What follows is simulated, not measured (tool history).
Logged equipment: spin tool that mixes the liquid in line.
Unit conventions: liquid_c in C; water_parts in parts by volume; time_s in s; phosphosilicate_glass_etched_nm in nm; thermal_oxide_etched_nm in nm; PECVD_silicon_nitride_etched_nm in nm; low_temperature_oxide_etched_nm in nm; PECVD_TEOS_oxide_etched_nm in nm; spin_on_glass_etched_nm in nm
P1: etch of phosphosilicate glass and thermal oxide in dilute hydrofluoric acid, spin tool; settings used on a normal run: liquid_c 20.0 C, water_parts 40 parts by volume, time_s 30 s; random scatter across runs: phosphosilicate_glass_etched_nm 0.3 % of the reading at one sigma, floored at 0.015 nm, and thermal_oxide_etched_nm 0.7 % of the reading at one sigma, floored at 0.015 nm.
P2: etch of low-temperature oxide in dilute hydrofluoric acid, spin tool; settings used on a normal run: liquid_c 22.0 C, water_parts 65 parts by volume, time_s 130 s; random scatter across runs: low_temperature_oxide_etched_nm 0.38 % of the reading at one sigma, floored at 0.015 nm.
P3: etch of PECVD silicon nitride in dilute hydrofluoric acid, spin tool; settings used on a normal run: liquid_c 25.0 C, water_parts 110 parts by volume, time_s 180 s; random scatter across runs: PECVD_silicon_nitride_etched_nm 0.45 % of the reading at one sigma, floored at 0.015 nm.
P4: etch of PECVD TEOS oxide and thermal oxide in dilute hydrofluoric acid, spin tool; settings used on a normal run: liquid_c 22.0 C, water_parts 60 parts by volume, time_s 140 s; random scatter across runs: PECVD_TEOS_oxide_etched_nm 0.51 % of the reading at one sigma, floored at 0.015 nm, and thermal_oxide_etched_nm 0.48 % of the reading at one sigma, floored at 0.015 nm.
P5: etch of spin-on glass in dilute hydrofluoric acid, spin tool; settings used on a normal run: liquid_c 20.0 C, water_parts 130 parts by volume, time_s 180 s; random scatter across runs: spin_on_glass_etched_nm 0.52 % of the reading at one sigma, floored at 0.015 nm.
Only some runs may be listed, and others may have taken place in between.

run,hour,process,liquid_c,water_parts,time_s,phosphosilicate_glass_etched_nm,thermal_oxide_etched_nm,PECVD_silicon_nitride_etched_nm,low_temperature_oxide_etched_nm,PECVD_TEOS_oxide_etched_nm,spin_on_glass_etched_nm
1,13.8,P1,20.0,40,30,135.090,3.1014,,,,
2,26.3,P1,17.0,40,30,118.070,2.7924,,,,
3,43.5,P1,20.0,40,30,134.960,3.1519,,,,
4,61.0,P3,18.5,110,180,,,4.7190,,,
5,79.0,P3,25.0,110,320,,,12.9320,,,
6,92.1,P2,17.0,65,130,,,,49.572,,
7,101.5,P1,20.0,40,30,134.720,3.1609,,,,
8,112.1,P4,29.5,60,140,,14.2330,,,28.304,
# hour 121.6: hydrofluoric acid flow meter replaced
9,128.4,P1,20.0,40,30,134.760,3.1552,,,,
10,143.8,P1,20.0,20,30,275.600,6.4589,,,,
# hour 147.6: thermometer replaced
11,153.3,P3,25.0,110,180,,,7.3335,,,
12,169.6,P5,20.0,130,180,,,,,,43.677
13,186.4,P1,24.5,40,30,164.060,3.8005,,,,
14,200.7,P1,20.0,40,30,134.460,3.1770,,,,
15,213.8,P2,22.0,65,130,,,,61.496,,
16,222.0,P1,27.0,40,15,90.650,2.0882,,,,
17,240.2,P1,20.0,40,45,202.240,4.7524,,,,
18,257.7,P2,22.0,110,130,,,,34.327,,
19,275.9,P2,22.0,65,235,,,,109.930,,
20,284.6,P5,17.0,130,180,,,,,,38.632
21,297.5,P1,20.0,40,15,67.703,1.5770,,,,
22,310.3,P1,20.0,60,30,88.351,2.0462,,,,
23,318.5,P3,25.0,170,180,,,4.7140,,,
24,333.6,P4,22.0,60,140,,10.5310,,,20.860,
25,348.3,P4,22.0,35,140,,18.7410,,,36.839,
26,361.5,P3,25.0,110,180,,,7.2299,,,
27,375.1,P1,20.0,40,30,134.970,3.1146,,,,
28,387.2,P5,20.0,235,180,,,,,,21.519
29,402.4,P5,20.0,130,325,,,,,,78.634
30,412.4,P4,22.0,60,75,,5.6870,,,11.174,
31,428.4,P1,20.0,40,30,134.880,3.1365,,,,
32,438.0,P1,20.0,40,30,132.200,3.0742,,,,
33,448.8,P1,20.0,40,30,130.290,3.0379,,,,
34,458.0,P1,20.0,40,30,130.170,3.0450,,,,
35,473.4,P1,20.0,40,30,128.120,3.0004,,,,
36,490.6,P1,20.0,40,30,126.980,2.9913,,,,
37,505.6,P1,20.0,40,30,126.710,2.9877,,,,
38,522.9,P1,20.0,40,30,126.330,2.9364,,,,
39,533.0,P1,20.0,40,30,127.130,2.9796,,,,
40,550.2,P1,20.0,40,30,126.150,2.9378,,,,

Compared with where it was, what P1 gives has crept away. Each cause listed below fits the log as well as the rest, at the size given for it:
A: hydrofluoric acid flow below the setpoint (%) = 5.92
B: liquid colder than its thermometer reads (K) = 1.49
Creep in the process output first set in at about hour 428.4.

Consider the 4 single-wafer check runs listed below, results given as question marks: which one distinguishes between the causes by giving clearly different results for each?
check 1,567.4,P4,29.5,60,85,,?,,,?,
check 2,567.4,P3,19.0,110,310,,,?,,,
check 3,567.4,P5,17.0,195,180,,,,,,?
check 4,567.4,P2,22.0,95,130,,,,?,,

Outcome of each check run for each possible cause:
check,result,if A,if B
check 1,thermal_oxide_etched_nm,8.1406,8.2078
check 1,PECVD_TEOS_oxide_etched_nm,16.082,16.215
check 2,PECVD_silicon_nitride_etched_nm,7.9129,7.5787
check 3,spin_on_glass_etched_nm,22.455,22.730
check 4,low_temperature_oxide_etched_nm,37.640,37.918
Per check, the gap between the least separated pair of causes, taken in the result that splits them most: check 1 0.82 %; check 2 4.32 %; check 3 1.22 %; check 4 0.74 %
Of the check runs offered, only check 2 discriminates between the causes; the rest would read about the same regardless of which cause applies.

Check 2 has now been run. It gave: PECVD_silicon_nitride_etched_nm 7.5510 nm. Which of the candidate causes is it?

It was cause B: liquid colder than its thermometer reads (K).
